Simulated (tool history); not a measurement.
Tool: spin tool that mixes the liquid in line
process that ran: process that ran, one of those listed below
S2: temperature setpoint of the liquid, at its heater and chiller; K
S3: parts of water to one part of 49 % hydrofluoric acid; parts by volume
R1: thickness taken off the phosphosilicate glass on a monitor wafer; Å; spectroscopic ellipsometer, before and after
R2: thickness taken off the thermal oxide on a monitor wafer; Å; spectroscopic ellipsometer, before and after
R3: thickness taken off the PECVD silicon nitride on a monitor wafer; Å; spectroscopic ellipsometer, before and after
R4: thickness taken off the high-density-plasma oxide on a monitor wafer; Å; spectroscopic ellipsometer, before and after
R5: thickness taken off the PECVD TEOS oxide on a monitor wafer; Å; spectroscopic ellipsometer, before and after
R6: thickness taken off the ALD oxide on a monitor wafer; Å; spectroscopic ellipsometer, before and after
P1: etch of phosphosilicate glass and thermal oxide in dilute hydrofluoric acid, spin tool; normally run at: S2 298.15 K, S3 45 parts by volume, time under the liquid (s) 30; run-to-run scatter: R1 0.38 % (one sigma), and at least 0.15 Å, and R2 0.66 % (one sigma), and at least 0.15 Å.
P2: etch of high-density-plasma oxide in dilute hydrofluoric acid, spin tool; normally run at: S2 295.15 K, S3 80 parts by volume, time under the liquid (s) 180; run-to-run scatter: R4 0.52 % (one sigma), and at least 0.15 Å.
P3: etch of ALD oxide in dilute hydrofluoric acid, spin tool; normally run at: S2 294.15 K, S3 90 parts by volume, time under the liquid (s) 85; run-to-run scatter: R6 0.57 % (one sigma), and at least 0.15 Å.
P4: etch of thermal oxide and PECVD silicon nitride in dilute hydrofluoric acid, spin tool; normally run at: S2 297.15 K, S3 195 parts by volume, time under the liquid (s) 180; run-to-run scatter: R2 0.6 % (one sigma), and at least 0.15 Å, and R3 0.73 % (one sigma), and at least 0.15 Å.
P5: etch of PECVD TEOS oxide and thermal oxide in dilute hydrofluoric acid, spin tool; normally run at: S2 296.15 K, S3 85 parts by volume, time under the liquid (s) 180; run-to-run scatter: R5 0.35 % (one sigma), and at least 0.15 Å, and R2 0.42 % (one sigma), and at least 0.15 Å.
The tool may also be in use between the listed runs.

{"run": 1, "hour": 4.2, "process that ran": "P1", "S2": 298.15, "S3": 45, "time under the liquid (s)": 30, "R1": 558.01, "R2": 33.712}
{"run": 2, "hour": 8.1, "process that ran": "P4", "S2": 291.65, "S3": 195, "time under the liquid (s)": 180, "R2": 30.749, "R3": 25.093}
{"run": 3, "hour": 14.3, "process that ran": "P2", "S2": 290.15, "S3": 80, "time under the liquid (s)": 180, "R4": 127.05}
{"run": 4, "hour": 19.6, "process that ran": "P1", "S2": 290.15, "S3": 45, "time under the liquid (s)": 30, "R1": 396.1, "R2": 23.968}
{"run": 5, "hour": 27.4, "process that ran": "P1", "S2": 294.15, "S3": 45, "time under the liquid (s)": 55, "R1": 858.6, "R2": 51.835}
{"run": 6, "hour": 35.7, "process that ran": "P5", "S2": 296.15, "S3": 85, "time under the liquid (s)": 40, "R2": 22.372, "R5": 39.343}
{"run": 7, "hour": 40.6, "process that ran": "P5", "S2": 296.15, "S3": 45, "time under the liquid (s)": 180, "R2": 200.77, "R5": 354.16}
{"run": 8, "hour": 47.2, "process that ran": "P3", "S2": 294.15, "S3": 90, "time under the liquid (s)": 165, "R6": 196.33}
{"run": 9, "hour": 51.8, "process that ran": "P1", "S2": 292.65, "S3": 60, "time under the liquid (s)": 30, "R1": 326.19, "R2": 19.653}
{"run": 10, "hour": 57.3, "process that ran": "P4", "S2": 297.15, "S3": 195, "time under the liquid (s)": 180, "R2": 37.88, "R3": 35.122}
{"run": 11, "hour": 62.2, "process that ran": "P5", "S2": 296.15, "S3": 85, "time under the liquid (s)": 180, "R2": 101.3, "R5": 176.9}
{"run": 12, "hour": 69.8, "process that ran": "P5", "S2": 296.15, "S3": 85, "time under the liquid (s)": 180, "R2": 100.49, "R5": 178.5}
{"run": 13, "hour": 77.9, "process that ran": "P1", "S2": 298.15, "S3": 65, "time under the liquid (s)": 30, "R1": 370.83, "R2": 22.451}
{"run": 14, "hour": 84.4, "process that ran": "P2", "S2": 295.15, "S3": 80, "time under the liquid (s)": 180, "R4": 158.32}
{"run": 15, "hour": 91.2, "process that ran": "P2", "S2": 295.15, "S3": 80, "time under the liquid (s)": 180, "R4": 157.24}
{"run": 16, "hour": 98.6, "process that ran": "P1", "S2": 298.15, "S3": 45, "time under the liquid (s)": 30, "R1": 553.76, "R2": 33.886}
{"run": 17, "hour": 104.2, "process that ran": "P1", "S2": 298.15, "S3": 45, "time under the liquid (s)": 15, "R1": 276.82, "R2": 16.908}
{"run": 18, "hour": 110.9, "process that ran": "P3", "S2": 294.15, "S3": 55, "time under the liquid (s)": 85, "R6": 171.57}
{"run": 19, "hour": 117.8, "process that ran": "P1", "S2": 298.15, "S3": 20, "time under the liquid (s)": 30, "R1": 1300.1, "R2": 78.765}
{"run": 20, "hour": 123.8, "process that ran": "P4", "S2": 297.15, "S3": 195, "time under the liquid (s)": 300, "R2": 63.035, "R3": 58.001}
{"run": 21, "hour": 130.0, "process that ran": "P1", "S2": 298.15, "S3": 45, "time under the liquid (s)": 30, "R1": 553.17, "R2": 33.611}
{"run": 22, "hour": 136.9, "process that ran": "P3", "S2": 294.15, "S3": 90, "time under the liquid (s)": 85, "R6": 102.12}
{"run": 23, "hour": 143.7, "process that ran": "P2", "S2": 295.15, "S3": 80, "time under the liquid (s)": 35, "R4": 31.061}
{"run": 24, "hour": 149.6, "process that ran": "P1", "S2": 298.15, "S3": 45, "time under the liquid (s)": 30, "R1": 553.61, "R2": 33.729}
{"run": 25, "hour": 154.9, "process that ran": "P1", "S2": 298.15, "S3": 45, "time under the liquid (s)": 60, "R1": 1108.9, "R2": 67.473}
{"run": 26, "hour": 158.8, "process that ran": "P4", "S2": 297.15, "S3": 285, "time under the liquid (s)": 180, "R2": 23.826, "R3": 24.166}
{"run": 27, "hour": 166.0, "process that ran": "P1", "S2": 305.15, "S3": 45, "time under the liquid (s)": 30, "R1": 734.56, "R2": 44.3}
{"run": 28, "hour": 170.6, "process that ran": "P5", "S2": 303.15, "S3": 85, "time under the liquid (s)": 180, "R2": 132.64, "R5": 232.86}
{"run": 29, "hour": 176.4, "process that ran": "P2", "S2": 295.15, "S3": 45, "time under the liquid (s)": 180, "R4": 294.9}
{"run": 30, "hour": 181.5, "process that ran": "P3", "S2": 290.15, "S3": 90, "time under the liquid (s)": 85, "R6": 85.708}
{"run": 31, "hour": 189.3, "process that ran": "P1", "S2": 298.15, "S3": 45, "time under the liquid (s)": 30, "R1": 557.08, "R2": 33.399}
{"run": 32, "hour": 196.8, "process that ran": "P1", "S2": 298.15, "S3": 45, "time under the liquid (s)": 30, "R1": 574.24, "R2": 34.207}
{"run": 33, "hour": 201.7, "process that ran": "P1", "S2": 298.15, "S3": 45, "time under the liquid (s)": 30, "R1": 586.07, "R2": 35.271}
{"run": 34, "hour": 208.0, "process that ran": "P1", "S2": 298.15, "S3": 45, "time under the liquid (s)": 30, "R1": 592.04, "R2": 35.308}
{"run": 35, "hour": 216.2, "process that ran": "P1", "S2": 298.15, "S3": 45, "time under the liquid (s)": 30, "R1": 598.46, "R2": 35.627}
{"run": 36, "hour": 220.0, "process that ran": "P1", "S2": 298.15, "S3": 45, "time under the liquid (s)": 30, "R1": 595.41, "R2": 35.81}
{"run": 37, "hour": 226.4, "process that ran": "P1", "S2": 298.15, "S3": 45, "time under the liquid (s)": 30, "R1": 601.58, "R2": 36.184}
{"run": 38, "hour": 230.6, "process that ran": "P1", "S2": 298.15, "S3": 45, "time under the liquid (s)": 30, "R1": 597.24, "R2": 36.527}
{"run": 39, "hour": 239.0, "process that ran": "P1", "S2": 298.15, "S3": 45, "time under the liquid (s)": 30, "R1": 603.74, "R2": 36.147}

What P1 gives has crept away from where it was. These 2 causes fit the log equally well, each at the size given:
A: liquid hotter than its thermometer reads (K) = 1.93
B: hydrofluoric acid flow above the setpoint (%) = 7.67
The creep began at about hour 189.3.

4 check runs are offered, each on 2 wafers whose results are averaged, their results left as question marks. Which one tells the causes apart?
{"run": "check 1", "hour": 247.4, "process that ran": "P4", "S2": 297.15, "S3": 195, "time under the liquid (s)": 180, "R2": "?", "R3": "?"}
{"run": "check 2", "hour": 247.4, "process that ran": "P2", "S2": 295.15, "S3": 80, "time under the liquid (s)": 180, "R4": "?"}
{"run": "check 3", "hour": 247.4, "process that ran": "P3", "S2": 294.15, "S3": 90, "time under the liquid (s)": 85, "R6": "?"}
{"run": "check 4", "hour": 247.4, "process that ran": "P5", "S2": 296.15, "S3": 85, "time under the liquid (s)": 180, "R2": "?", "R5": "?"}

What each check would give under each cause:
check=check_1 result=R2 if_A=40.743 if_B=41.492
check=check_1 result=R3 if_A=39.816 if_B=37.948
check=check_2 result=R4 if_A=171.210 if_B=171.640
check=check_3 result=R6 if_A=109.220 if_B=109.540
check=check_4 result=R2 if_A=108.970 if_B=109.420
check=check_4 result=R5 if_A=192.070 if_B=192.860
How far apart the two closest causes lie, in the result that separates them most: check 1 4.81 %; check 2 0.25 %; check 3 0.29 %; check 4 0.41 %
Check 1 tells the causes apart: in the others they would give nearly the same result.

Check 1 was then run and gave: R2 40.795 Å; R3 40.161 Å. Which cause is it?

It is A: liquid hotter than its thermometer reads (K).
